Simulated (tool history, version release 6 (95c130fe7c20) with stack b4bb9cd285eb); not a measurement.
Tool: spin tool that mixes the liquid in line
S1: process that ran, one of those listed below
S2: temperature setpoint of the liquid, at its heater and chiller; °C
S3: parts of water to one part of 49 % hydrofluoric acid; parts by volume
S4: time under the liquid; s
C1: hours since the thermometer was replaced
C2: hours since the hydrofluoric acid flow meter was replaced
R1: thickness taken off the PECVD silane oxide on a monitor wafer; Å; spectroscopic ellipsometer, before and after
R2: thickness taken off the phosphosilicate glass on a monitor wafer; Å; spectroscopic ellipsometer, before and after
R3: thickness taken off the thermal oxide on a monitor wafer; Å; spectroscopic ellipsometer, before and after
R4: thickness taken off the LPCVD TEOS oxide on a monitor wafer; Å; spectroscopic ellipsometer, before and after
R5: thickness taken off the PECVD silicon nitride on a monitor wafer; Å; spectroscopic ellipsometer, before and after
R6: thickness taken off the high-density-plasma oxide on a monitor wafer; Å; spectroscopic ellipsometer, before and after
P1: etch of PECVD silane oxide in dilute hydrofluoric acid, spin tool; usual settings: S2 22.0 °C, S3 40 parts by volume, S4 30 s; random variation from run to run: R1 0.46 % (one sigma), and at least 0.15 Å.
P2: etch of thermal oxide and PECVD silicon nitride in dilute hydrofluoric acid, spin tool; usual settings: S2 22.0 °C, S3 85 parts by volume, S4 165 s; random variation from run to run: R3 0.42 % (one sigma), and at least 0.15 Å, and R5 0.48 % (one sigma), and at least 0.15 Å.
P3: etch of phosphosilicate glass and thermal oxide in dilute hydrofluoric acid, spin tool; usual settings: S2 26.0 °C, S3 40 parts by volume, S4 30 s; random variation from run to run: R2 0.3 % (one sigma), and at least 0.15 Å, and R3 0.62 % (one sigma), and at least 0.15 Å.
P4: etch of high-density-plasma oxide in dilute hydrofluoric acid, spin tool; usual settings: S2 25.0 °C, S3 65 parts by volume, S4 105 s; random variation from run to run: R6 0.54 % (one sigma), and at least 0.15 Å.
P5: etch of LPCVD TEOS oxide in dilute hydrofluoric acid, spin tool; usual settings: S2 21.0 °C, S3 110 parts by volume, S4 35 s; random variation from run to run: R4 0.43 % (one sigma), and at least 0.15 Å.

run   hour  S1    S2   S3   S4      C1      C2      R1       R2       R3      R4       R5       R6
  1   11.7  P1  22.0   40   30   808.5   761.1  254.95
  2   25.3  P3  19.0   40   30   822.1   774.7           965.92   29.276
  3   32.4  P5  25.5  110   35   829.2   781.8                            84.739
  4   44.7  P1  17.5   40   30   841.5   794.1  211.10
  5   55.6  P5  21.0  110   35   852.4   805.0                            71.633
  6   68.1  P5  21.0  110   35   864.9   817.5                            70.801
  7   82.2  P2  22.0   85  250   879.0   831.6                   132.370          110.120
  8   96.2  P1  22.0   40   30   893.0   845.6  252.80
  9  104.2  P1  22.0   70   30   901.0   853.6  139.64
 10  115.8  P3  26.0   40   15   912.6   865.2           647.11   19.639
 11  122.5  P1  22.0   40   30   919.3   871.9  253.02
 12  137.5  P5  21.0  110   15   934.3   886.9                            30.635
 13  150.2  P1  22.0   40   30   947.0   899.6  253.92
 14  160.8  P1  22.0   20   30   957.6   910.2  527.89
 15  172.3  P1  18.0   70   30   969.1   921.7  118.27
 16  183.9  P1  22.0   40   45   980.7   933.3  378.90
 17  192.5  P1  22.0   20   15   989.3   941.9  259.36
 18  205.4  P1  22.0   40   30  1002.2   954.8  255.82
 19  215.1  P4  25.0  105  105  1011.9   964.5                                              70.387
 20  227.3  P4  25.0   65  105  1024.1   976.7                                             120.500
 21  238.5  P2  22.0   85  165  1035.3   987.9                    87.735           73.388
 22  249.2  P4  32.0   65  105  1046.0   998.6                                             158.480
 23  262.4  P3  26.0   20   30  1059.2  1011.8          2668.80   81.956
 24  275.5  P2  22.0   20  165  1072.3  1024.9                   407.660          298.390
 25  283.7  P3  26.0   40   30  1080.5  1033.1          1293.00   40.134
 26  292.8  P4  25.0   65  160  1089.6  1042.2                                             180.030
 27  307.8  P1  22.0   40   15  1104.6  1057.2  127.49
 28  320.8  P1  22.0   40   30  1117.6  1070.2  254.68
 29  329.4  P1  26.0   40   30  1126.2  1078.8  302.12
 30  341.5  P2  29.0   85  165  1138.3  1090.9                   115.120          115.530
 31  349.2  P5  21.0  195   35  1146.0  1098.6                            37.000
 32  363.0  P1  22.0   40   30  1159.8  1112.4  255.09
 33  377.4  P1  22.0   40   30  1174.2  1126.8  266.70
 34  387.0  P1  22.0   40   30  1183.8  1136.4  271.70
 35  399.9  P1  22.0   40   30  1196.7  1149.3  275.59
 36  406.7  P1  22.0   40   30  1203.5  1156.1  274.62
 37  420.9  P1  22.0   40   30  1217.7  1170.3  279.60
 38  433.9  P1  22.0   40   30  1230.7  1183.3  278.02
 39  445.1  P1  22.0   40   30  1241.9  1194.5  280.24
 40  452.7  P1  22.0   40   30  1249.5  1202.1  281.51

What P1 gives has crept away from where it was. These 2 causes fit the log equally well, each at the size given:
A: liquid hotter than its thermometer reads (K) = 2.19
B: hydrofluoric acid flow above the setpoint (%) = 9.1
The creep began at about hour 363.0.

4 check runs are offered, one wafer each, their results left as question marks. Which one tells the causes apart?
check 1  460.3  P3  26.0   40   30               ?   ?
check 2  460.3  P2  22.0   85  165                   ?       ?
check 3  460.3  P5  21.0  110   35                       ?
check 4  460.3  P4  25.0   65  105                               ?

What each check would give under each cause:
  check  result     if A     if B
check 1      R2  1413.90  1418.40
check 1      R3   43.627   43.766
check 2      R3   95.953   96.648
check 2      R5   84.467   79.474
check 3      R4   77.664   78.436
check 4      R6  130.550  131.430
How far apart the two closest causes lie, in the result that separates them most: check 1 0.32 %; check 2 6.09 %; check 3 0.99 %; check 4 0.68 %
Only check 2 tells the causes apart: in the others they would give nearly the same result.

Then check 2 was run and gave: R3 96.472 Å; R5 80.045 Å. Which cause is it?

It is B: hydrofluoric acid flow above the setpoint (%).
